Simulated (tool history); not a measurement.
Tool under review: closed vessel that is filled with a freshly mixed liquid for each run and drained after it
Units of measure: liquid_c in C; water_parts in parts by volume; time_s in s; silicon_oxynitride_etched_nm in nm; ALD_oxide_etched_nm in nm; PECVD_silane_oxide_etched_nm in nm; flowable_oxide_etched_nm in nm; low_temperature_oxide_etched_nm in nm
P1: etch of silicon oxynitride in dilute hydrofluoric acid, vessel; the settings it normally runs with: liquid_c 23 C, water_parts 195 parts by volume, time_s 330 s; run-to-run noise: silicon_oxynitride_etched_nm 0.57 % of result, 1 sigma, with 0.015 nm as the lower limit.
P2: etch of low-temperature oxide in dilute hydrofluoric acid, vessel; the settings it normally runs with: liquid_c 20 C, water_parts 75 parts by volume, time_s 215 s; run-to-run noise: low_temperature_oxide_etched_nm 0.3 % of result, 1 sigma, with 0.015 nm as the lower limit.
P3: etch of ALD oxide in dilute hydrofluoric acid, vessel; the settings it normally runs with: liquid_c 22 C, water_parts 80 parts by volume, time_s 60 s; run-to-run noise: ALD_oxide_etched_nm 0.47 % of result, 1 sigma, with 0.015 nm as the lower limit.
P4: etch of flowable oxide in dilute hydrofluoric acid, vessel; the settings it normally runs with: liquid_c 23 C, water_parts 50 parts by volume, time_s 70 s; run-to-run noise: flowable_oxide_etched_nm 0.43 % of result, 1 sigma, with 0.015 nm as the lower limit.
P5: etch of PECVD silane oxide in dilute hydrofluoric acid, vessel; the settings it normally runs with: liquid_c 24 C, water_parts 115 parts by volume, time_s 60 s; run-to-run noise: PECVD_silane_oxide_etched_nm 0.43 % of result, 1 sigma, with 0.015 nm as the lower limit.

run   hour  process  liquid_c  water_parts  time_s  hours since the thermometer was replaced  hours since the hydrofluoric acid flow meter was replaced  silicon_oxynitride_etched_nm  ALD_oxide_etched_nm  PECVD_silane_oxide_etched_nm  flowable_oxide_etched_nm  low_temperature_oxide_etched_nm
  1    7.2       P1        23          195     330                                     182.2                                                      629.3                        6.5155
  2   16.8       P3        22           80      30                                     191.8                                                      638.9                                              9.917
  3   27.6       P1        30          195     330                                     202.6                                                      649.7                        8.8604
  4   33.1       P5        24          115      60                                     208.1                                                      655.2                                                                            11.47
  5   40.3       P5        31          115      60                                     215.3                                                      662.4                                                                           14.897
  6   51.4       P1      30.5          285     330                                     226.4                                                      673.5                        5.7764
  7     62       P4        23           50      70                                       237                                                      684.1                                                                                                     50.339
  8   70.5       P1        23          195     330                                     245.5                                                      692.6                        6.5474
  9   78.7       P1        23          195     330                                     253.7                                                      700.8                        6.5257
 10   90.4       P4        23           50      70                                     265.4                                                      712.5                                                                                                     50.568
      91.2  -- hydrofluoric acid flow meter replaced
 11   97.1       P4        23           50     110                                     272.1                                                          6                                                                                                     78.293
 12  107.1       P3        22           80      60                                     282.1                                                         16                                             19.918
 13  113.5       P1      28.5          195     555                                     288.5                                                       22.4                        14.086
 14  123.2       P5        24          115     110                                     298.2                                                       32.1                                                                           20.908
 15  132.2       P1        23          120     330                                     307.2                                                       41.1                        11.227
 16  141.7       P2        17           75     215                                     316.7                                                       50.6                                                                                                                                      36.751
 17  148.9       P3        17           80      60                                     323.9                                                       57.8                                              16.08
 18  158.9       P1        30          125     330                                     333.9                                                       67.8                        14.723
 19  168.8       P2        20          110     215                                     343.8                                                       77.7                                                                                                                                      27.446
 20  175.9       P2        20           75     215                                     350.9                                                       84.8                                                                                                                                      41.682
 21  183.5       P4        23           90      70                                     358.5                                                       92.4                                                                                                     26.522
 22  192.4       P1        23          195     330                                     367.4                                                      101.3                        6.5464
 23  199.8       P3        22           80      60                                     374.8                                                      108.7                                             19.901
 24  211.3       P3        22          135      60                                     386.3                                                      120.2                                             11.203
 25    222       P4      29.5           50      70                                       397                                                      130.9                                                                                                      65.48
 26  227.7       P1        17          195     330                                     402.7                                                      136.6                        4.9455
 27  233.9       P1        23          305     330                                     408.9                                                      142.8                        3.9238
 28  243.9       P1        23          195     145                                     418.9                                                      152.8                        2.8445
 29  251.8       P5        24          115      60                                     426.8                                                      160.7                                                                           11.408
 30  263.2       P1        23          195     330                                     438.2                                                      172.1                        6.5678
 31  273.6       P1        23          195     330                                     448.6                                                      182.5                        6.4976
 32  281.2       P1        23          195     640                                     456.2                                                      190.1                        12.654
 33  290.8       P2        20           75     395                                     465.8                                                      199.7                                                                                                                                        76.7
 34  300.7       P2        20           75     215                                     475.7                                                      209.6                                                                                                                                      41.808
 35  310.7       P5        24          195      60                                     485.7                                                      219.6                                                                           6.1486
 36  320.7       P1        23          195     330                                     495.7                                                      229.6                        6.6111
 37  326.6       P1        23          195     330                                     501.6                                                      235.5                        6.7932
 38  335.5       P1        23          195     330                                     510.5                                                      244.4                        7.0307
 39  343.4       P1        23          195     330                                     518.4                                                      252.3                        7.2241
 40  354.4       P1        23          195     330                                     529.4                                                      263.3                        7.2255
 41  363.3       P1        23          195     330                                     538.3                                                      272.2                        7.3618
 42  373.1       P1        23          195     330                                     548.1                                                        282                        7.3193

P1 no longer gives what it gave before; its output has crept away from where it was. The following 2 causes, each at its listed size, fit the log equally well:
A: liquid hotter than its thermometer reads (K) = 2.44
B: hydrofluoric acid flow above the setpoint (%) = 10
The drift started at roughly hour 320.7.

Listed below are the offered check runs, one wafer per run, with question marks in place of results. For which of them would the causes give clearly different outcomes?
check 1  382.9       P5        30          195      60                                                                                                                                                                                     ?
check 2  382.9       P3        18          130      60                                                                                                                                                       ?
check 3  382.9       P2        17           75     215                                                                                                                                                                                                                                                ?
check 4  382.9       P4        26           50      70                                                                                                                                                                                                               ?

Outcome of each check run for each possible cause:
  check                           result    if A    if B
check 1     PECVD_silane_oxide_etched_nm  8.3102  8.5972
check 2              ALD_oxide_etched_nm  10.857  10.949
check 3  low_temperature_oxide_etched_nm  40.768   40.74
check 4         flowable_oxide_etched_nm  62.618  62.861
Minimum pairwise separation of causes per check, each pair taken at its best-separating result: check 1 3.4 %; check 2 0.84 %; check 3 0.07 %; check 4 0.39 %
Of the check runs offered, only check 1 discriminates between the causes; the rest would read about the same regardless of which cause applies.

Check 1 was carried out, with these results: PECVD_silane_oxide_etched_nm 8.5804 nm. Which of the listed causes is responsible?

The correct cause is B, namely: hydrofluoric acid flow above the setpoint (%).
